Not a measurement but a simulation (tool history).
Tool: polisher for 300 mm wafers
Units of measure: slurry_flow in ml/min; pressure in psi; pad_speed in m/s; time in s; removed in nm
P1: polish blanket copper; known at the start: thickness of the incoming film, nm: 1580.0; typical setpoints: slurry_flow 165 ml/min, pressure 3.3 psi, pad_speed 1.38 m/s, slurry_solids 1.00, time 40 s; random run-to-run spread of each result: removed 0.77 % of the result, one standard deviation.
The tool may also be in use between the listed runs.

| run | hour | slurry_flow | pressure | pad_speed | slurry_solids | time | wafers polished on this pad | hours since the slurry nozzle was cleaned | hours since the head pressure was calibrated | hours since the slurry blender was calibrated | removed |
|---|---|---|---|---|---|---|---|---|---|---|---|
| 1 | 7.8 | 165 | 3.3 | 1.38 | 1.00 | 40 | 227 | 127.0 | 236.8 | 216.9 | 160.960 |
| 2 | 18.6 | 165 | 3.3 | 0.68 | 1.00 | 40 | 303 | 137.8 | 247.6 | 227.7 | 79.549 |
| 3 | 28.5 | 165 | 3.3 | 1.98 | 1.00 | 40 | 372 | 147.7 | 257.5 | 237.6 | 231.810 |
| 4 | 39.1 | 165 | 3.3 | 1.38 | 0.70 | 40 | 447 | 158.3 | 268.1 | 248.2 | 149.510 |
| 5 | 52.7 | 165 | 3.3 | 0.90 | 1.00 | 51 | 542 | 171.9 | 281.7 | 261.8 | 135.550 |
| 6 | 65.7 | 165 | 4.2 | 1.38 | 1.00 | 40 | 633 | 184.9 | 294.7 | 274.8 | 208.550 |
| 7 | 75.2 | 165 | 3.3 | 1.38 | 1.00 | 40 | 700 | 194.4 | 304.2 | 284.3 | 161.490 |
| 8 | 83.1 | 165 | 1.7 | 1.38 | 1.00 | 40 | 756 | 202.3 | 312.1 | 292.2 | 82.568 |
| 9 | 90.4 | 165 | 3.3 | 1.38 | 1.00 | 23 | 807 | 209.6 | 319.4 | 299.5 | 93.948 |
| 10 | 99.0 | 165 | 3.3 | 1.38 | 1.00 | 60 | 867 | 218.2 | 328.0 | 308.1 | 240.980 |
| 11 | 107.9 | 165 | 3.3 | 1.38 | 1.00 | 40 | 930 | 227.1 | 336.9 | 317.0 | 161.090 |
| 12 | 114.7 | 165 | 3.3 | 1.38 | 1.00 | 40 | 977 | 233.9 | 343.7 | 323.8 | 163.560 |
| 13 | 128.4 | 165 | 3.3 | 1.38 | 1.25 | 40 | 1074 | 247.6 | 357.4 | 337.5 | 170.830 |
| 14 | 138.7 | 165 | 3.3 | 1.38 | 1.00 | 40 | 1146 | 257.9 | 367.7 | 347.8 | 161.900 |
| 15 | 148.7 | 100 | 3.3 | 1.38 | 1.00 | 40 | 1216 | 267.9 | 377.7 | 357.8 | 145.500 |
| 16 | 158.3 | 230 | 3.3 | 1.92 | 1.00 | 40 | 1284 | 277.5 | 387.3 | 367.4 | 236.610 |
| 17 | 165.4 | 230 | 1.9 | 1.38 | 1.00 | 40 | 1333 | 284.6 | 394.4 | 374.5 | 97.513 |
| 18 | 174.5 | 165 | 3.3 | 1.38 | 1.00 | 40 | 1397 | 293.7 | 403.5 | 383.6 | 161.490 |
| 19 | 188.3 | 250 | 3.3 | 1.38 | 1.00 | 40 | 1494 | 307.5 | 417.3 | 397.4 | 170.310 |
| 20 | 196.9 | 165 | 3.3 | 1.38 | 1.00 | 40 | 1555 | 316.1 | 425.9 | 406.0 | 161.950 |
| 21 | 203.0 | 165 | 3.3 | 1.38 | 1.00 | 40 | 1597 | 322.2 | 432.0 | 412.1 | 160.370 |
| 22 | 212.7 | 165 | 3.3 | 1.38 | 1.00 | 40 | 1665 | 331.9 | 441.7 | 421.8 | 156.780 |
| 23 | 225.5 | 165 | 3.3 | 1.38 | 1.00 | 40 | 1755 | 344.7 | 454.5 | 434.6 | 151.580 |
|  | 229.8 | head pressure recalibrated |
| 24 | 234.4 | 165 | 3.3 | 1.38 | 1.00 | 40 | 1818 | 353.6 | 4.7 | 443.5 | 149.340 |
| 25 | 241.2 | 165 | 3.3 | 1.38 | 1.00 | 40 | 1866 | 360.4 | 11.5 | 450.3 | 148.380 |

The next listed run, before its measurement:
| 26 | 247.6 | 165 | 3.3 | 1.38 | 1.00 | 40 | 1911 | 366.8 | 17.9 | 456.7 | ? |

Logged for run 26: removed 149.060 nm.

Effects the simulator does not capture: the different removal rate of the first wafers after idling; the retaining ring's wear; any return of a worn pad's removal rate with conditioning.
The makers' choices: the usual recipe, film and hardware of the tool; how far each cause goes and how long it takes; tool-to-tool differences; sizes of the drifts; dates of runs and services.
